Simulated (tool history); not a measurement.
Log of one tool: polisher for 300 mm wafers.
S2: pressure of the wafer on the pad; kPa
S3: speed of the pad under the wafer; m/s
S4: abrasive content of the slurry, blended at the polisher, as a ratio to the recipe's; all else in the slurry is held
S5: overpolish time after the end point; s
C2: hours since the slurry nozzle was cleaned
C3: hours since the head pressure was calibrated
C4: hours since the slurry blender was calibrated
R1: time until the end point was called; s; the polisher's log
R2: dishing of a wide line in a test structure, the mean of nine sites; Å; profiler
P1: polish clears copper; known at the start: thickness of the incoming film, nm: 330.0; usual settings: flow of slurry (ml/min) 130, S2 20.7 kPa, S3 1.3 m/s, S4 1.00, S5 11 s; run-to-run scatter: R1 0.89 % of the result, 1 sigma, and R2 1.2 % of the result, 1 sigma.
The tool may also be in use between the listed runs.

Run 1, hour 12.6: flow of slurry (ml/min) 130, S2 20.7 kPa, S3 1.3 m/s, S4 1.00, S5 11 s; wafers polished on this pad 723; C2 383.9; C3 123.9; C4 80.0. Result: R1 84.279 s, R2 274.790 Å.
Run 2, hour 19.3: flow of slurry (ml/min) 130, S2 20.7 kPa, S3 1.3 m/s, S4 1.00, S5 3 s; wafers polished on this pad 806; C2 390.6; C3 130.6; C4 86.7. Result: R1 84.563 s, R2 85.222 Å.
Run 3, hour 29.7: flow of slurry (ml/min) 130, S2 20.7 kPa, S3 1.3 m/s, S4 1.00, S5 11 s; wafers polished on this pad 936; C2 401.0; C3 141.0; C4 97.1. Result: R1 85.010 s, R2 281.150 Å.
Run 4, hour 36.2: flow of slurry (ml/min) 130, S2 26.9 kPa, S3 1.3 m/s, S4 1.00, S5 11 s; wafers polished on this pad 1017; C2 407.5; C3 147.5; C4 103.6. Result: R1 65.098 s, R2 342.460 Å.
Run 5, hour 46.5: flow of slurry (ml/min) 160, S2 20.7 kPa, S3 1.3 m/s, S4 1.20, S5 11 s; wafers polished on this pad 1145; C2 417.8; C3 157.8; C4 113.9. Result: R1 77.868 s, R2 295.580 Å.
Run 6, hour 53.0: flow of slurry (ml/min) 205, S2 20.7 kPa, S3 1.3 m/s, S4 1.00, S5 11 s; wafers polished on this pad 1226; C2 424.3; C3 164.3; C4 120.4. Result: R1 77.456 s, R2 295.190 Å.
Run 7, hour 63.8: flow of slurry (ml/min) 130, S2 20.7 kPa, S3 1.3 m/s, S4 1.00, S5 16 s; wafers polished on this pad 1360; C2 435.1; C3 175.1; C4 131.2. Result: R1 83.933 s, R2 366.050 Å.
Run 8, hour 75.1: flow of slurry (ml/min) 130, S2 9.7 kPa, S3 1.3 m/s, S4 1.00, S5 11 s; wafers polished on this pad 1501; C2 446.4; C3 186.4; C4 142.5. Result: R1 178.790 s, R2 137.350 Å.
Run 9, hour 82.3: flow of slurry (ml/min) 130, S2 20.7 kPa, S3 1.3 m/s, S4 0.65, S5 11 s; wafers polished on this pad 1590; C2 453.6; C3 193.6; C4 149.7. Result: R1 91.992 s, R2 252.770 Å.
Run 10, hour 94.3: flow of slurry (ml/min) 130, S2 20.7 kPa, S3 0.6 m/s, S4 1.00, S5 11 s; wafers polished on this pad 1739; C2 465.6; C3 205.6; C4 161.7. Result: R1 179.440 s, R2 141.560 Å.
At hour 101.8: slurry blender recalibrated.
Run 11, hour 104.3: flow of slurry (ml/min) 95, S2 20.7 kPa, S3 0.9 m/s, S4 1.00, S5 11 s; wafers polished on this pad 1864; C2 475.6; C3 215.6; C4 2.6. Result: R1 130.860 s, R2 188.890 Å.
Run 12, hour 117.6: flow of slurry (ml/min) 130, S2 20.7 kPa, S3 1.3 m/s, S4 1.45, S5 11 s; wafers polished on this pad 2029; C2 488.9; C3 228.9; C4 15.9. Result: R1 77.223 s, R2 295.350 Å.
Run 13, hour 131.2: flow of slurry (ml/min) 130, S2 20.7 kPa, S3 1.3 m/s, S4 1.00, S5 11 s; wafers polished on this pad 2198; C2 502.5; C3 242.5; C4 29.5. Result: R1 84.820 s, R2 274.790 Å.
Run 14, hour 142.8: flow of slurry (ml/min) 80, S2 20.7 kPa, S3 1.3 m/s, S4 1.00, S5 11 s; wafers polished on this pad 2343; C2 514.1; C3 254.1; C4 41.1. Result: R1 94.407 s, R2 247.490 Å.
Run 15, hour 149.5: flow of slurry (ml/min) 130, S2 20.7 kPa, S3 1.3 m/s, S4 1.00, S5 11 s; wafers polished on this pad 2426; C2 520.8; C3 260.8; C4 47.8. Result: R1 84.045 s, R2 274.580 Å.
Run 16, hour 157.0: flow of slurry (ml/min) 130, S2 20.7 kPa, S3 1.8 m/s, S4 1.00, S5 11 s; wafers polished on this pad 2519; C2 528.3; C3 268.3; C4 55.3. Result: R1 60.954 s, R2 358.390 Å.
Run 17, hour 168.7: flow of slurry (ml/min) 130, S2 20.7 kPa, S3 1.3 m/s, S4 1.00, S5 11 s; wafers polished on this pad 2665; C2 540.0; C3 280.0; C4 67.0. Result: R1 84.489 s, R2 271.810 Å.

The next listed run, before its measurement:
Run 18, hour 175.7: flow of slurry (ml/min) 130, S2 20.7 kPa, S3 1.3 m/s, S4 1.00, S5 11 s; wafers polished on this pad 2752; C2 547.0; C3 287.0; C4 74.0. Result: R1 ?, R2 ?.

R1: 89.220 s
R2: 265.500 Å

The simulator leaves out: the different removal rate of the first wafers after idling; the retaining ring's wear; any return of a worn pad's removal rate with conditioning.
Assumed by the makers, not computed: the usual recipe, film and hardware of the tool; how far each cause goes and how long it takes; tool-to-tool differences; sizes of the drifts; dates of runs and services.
